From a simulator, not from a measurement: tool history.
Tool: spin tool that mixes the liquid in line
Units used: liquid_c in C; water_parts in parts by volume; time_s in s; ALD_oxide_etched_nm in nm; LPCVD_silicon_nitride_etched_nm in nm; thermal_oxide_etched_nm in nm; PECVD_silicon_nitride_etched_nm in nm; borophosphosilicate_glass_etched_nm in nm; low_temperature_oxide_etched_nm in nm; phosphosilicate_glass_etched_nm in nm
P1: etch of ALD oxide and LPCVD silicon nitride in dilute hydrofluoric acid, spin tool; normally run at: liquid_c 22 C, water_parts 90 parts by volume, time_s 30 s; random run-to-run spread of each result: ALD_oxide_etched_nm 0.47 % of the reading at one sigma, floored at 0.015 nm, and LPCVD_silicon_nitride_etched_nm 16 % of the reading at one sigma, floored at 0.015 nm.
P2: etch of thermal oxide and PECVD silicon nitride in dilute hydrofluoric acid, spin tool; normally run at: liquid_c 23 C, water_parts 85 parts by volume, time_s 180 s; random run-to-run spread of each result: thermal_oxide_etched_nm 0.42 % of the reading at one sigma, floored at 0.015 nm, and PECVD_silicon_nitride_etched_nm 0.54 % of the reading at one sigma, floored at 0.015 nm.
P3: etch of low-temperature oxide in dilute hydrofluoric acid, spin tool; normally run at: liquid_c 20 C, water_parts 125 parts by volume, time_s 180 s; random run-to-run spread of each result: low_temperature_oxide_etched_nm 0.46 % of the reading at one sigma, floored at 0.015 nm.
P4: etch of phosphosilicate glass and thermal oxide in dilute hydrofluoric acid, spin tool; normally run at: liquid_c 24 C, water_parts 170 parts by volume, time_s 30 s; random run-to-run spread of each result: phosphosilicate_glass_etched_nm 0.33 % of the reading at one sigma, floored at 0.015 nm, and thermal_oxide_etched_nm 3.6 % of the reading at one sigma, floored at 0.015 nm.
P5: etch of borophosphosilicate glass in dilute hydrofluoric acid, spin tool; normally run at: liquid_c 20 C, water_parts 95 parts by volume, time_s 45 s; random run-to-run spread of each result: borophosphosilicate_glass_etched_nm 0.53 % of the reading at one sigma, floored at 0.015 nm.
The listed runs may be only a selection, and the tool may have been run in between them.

run	hour	process	liquid_c	water_parts	time_s	ALD_oxide_etched_nm	LPCVD_silicon_nitride_etched_nm	thermal_oxide_etched_nm	PECVD_silicon_nitride_etched_nm	borophosphosilicate_glass_etched_nm	low_temperature_oxide_etched_nm	phosphosilicate_glass_etched_nm
1	6.5	P1	22	90	30	6.3365	0.084469					
2	15.1	P2	23	85	180			9.3301	7.2748			
3	25.9	P5	17	95	45					25.939		
4	31.5	P1	22	90	30	6.361	0.15271					
5	36.9	P3	20	125	305						21.228	
6	42.6	P4	24	170	30			0.78168				28.269
7	49.3	P4	24	170	30			0.76698				28.487
# hour 52.8: thermometer replaced
8	59	P5	20	95	45					29.018		
9	68.8	P3	20	190	180						7.6925	
10	79	P1	30	90	30	8.6183	0.18931					
11	85.3	P2	23	85	180			9.2798	7.331			
12	95.8	P3	20	125	180						12.537	
13	100.7	P5	20	95	45					29.237		
14	109.5	P5	20	95	70					45.809		
15	119.9	P1	22	90	45	9.5221	0.2324					
16	128	P4	20.5	170	30			0.63759				24.858
17	138	P1	22	165	30	3.1886	0.068565					
18	147.6	P4	24	35	30			4.3122				162.88
19	156.7	P1	22	40	30	14.98	0.35113					
20	167.3	P1	22	90	15	3.1669	0.056976					
21	173.6	P1	22	90	30	6.2507	0.099892					
22	182.1	P1	17	150	30	2.8792	0.087289					
23	191.5	P1	22	90	30	6.3508	0.14143					
24	201.3	P2	23	85	15			0.80899	0.63656			
25	210.5	P3	20	125	180						12.621	
26	215.9	P1	27.5	120	30	5.7055	0.12351					
27	222.7	P5	20	20	45					150.53		
28	233.5	P2	23	135	180			5.4819	4.618			
29	240.6	P3	17	125	180						11.056	
30	249.5	P2	17	85	180			7.2896	4.8469			
31	254.7	P4	24	170	15			0.36795				14.201
32	262.5	P1	22	90	30	6.3095	0.17021					
33	272.6	P1	18	90	30	5.3559	0.075353					
34	282	P1	22	90	30	6.3645	0.080753					
35	292.3	P1	22	90	30	6.0067	0.11119					
36	299.3	P1	22	90	30	5.9309	0.11379					
37	304.9	P1	22	90	30	5.7677	0.097826					
38	311.2	P1	22	90	30	5.7733	0.13864					
39	321	P1	22	90	30	5.7118	0.11426					
40	327.1	P1	22	90	30	5.7258	0.1459					
41	337.6	P1	22	90	30	5.7461	0.11457					

P1 no longer gives what it gave before; its output has crept away from where it was. The following 2 causes, each at its listed size, fit the log equally well:
A: hydrofluoric acid flow below the setpoint (%) = 8.57
B: liquid colder than its thermometer reads (K) = 2.43
At approximately hour 282, the process output began to creep.

Each of the 4 check runs below uses one wafer; its results are left as question marks. Which run tells the causes apart?
check 1	348.1	P5	20	35	45					?		
check 2	348.1	P3	17	125	270						?	
check 3	348.1	P2	17	85	180			?	?			
check 4	348.1	P4	24	55	15			?				?

What every check run would give for each of its results, assuming each possible cause in turn:
check	result	if A	if B
check 1	borophosphosilicate_glass_etched_nm	77.804	76.896
check 2	low_temperature_oxide_etched_nm	15.082	15.068
check 3	thermal_oxide_etched_nm	6.5855	6.543
check 3	PECVD_silicon_nitride_etched_nm	4.4248	4.0634
check 4	thermal_oxide_etched_nm	1.2149	1.2099
check 4	phosphosilicate_glass_etched_nm	45.752	45.563
Per-check spread between the two closest causes, in the result where they differ most: check 1 1.17 %; check 2 0.09 %; check 3 8.52 %; check 4 0.41 %
Only in check 3 would the causes give clearly different results; in the remaining checks their results would be nearly the same.

After running check 3, the following was obtained: thermal_oxide_etched_nm 6.5261 nm; PECVD_silicon_nitride_etched_nm 4.4278 nm. Which cause does this point to?

The cause is A: hydrofluoric acid flow below the setpoint (%).

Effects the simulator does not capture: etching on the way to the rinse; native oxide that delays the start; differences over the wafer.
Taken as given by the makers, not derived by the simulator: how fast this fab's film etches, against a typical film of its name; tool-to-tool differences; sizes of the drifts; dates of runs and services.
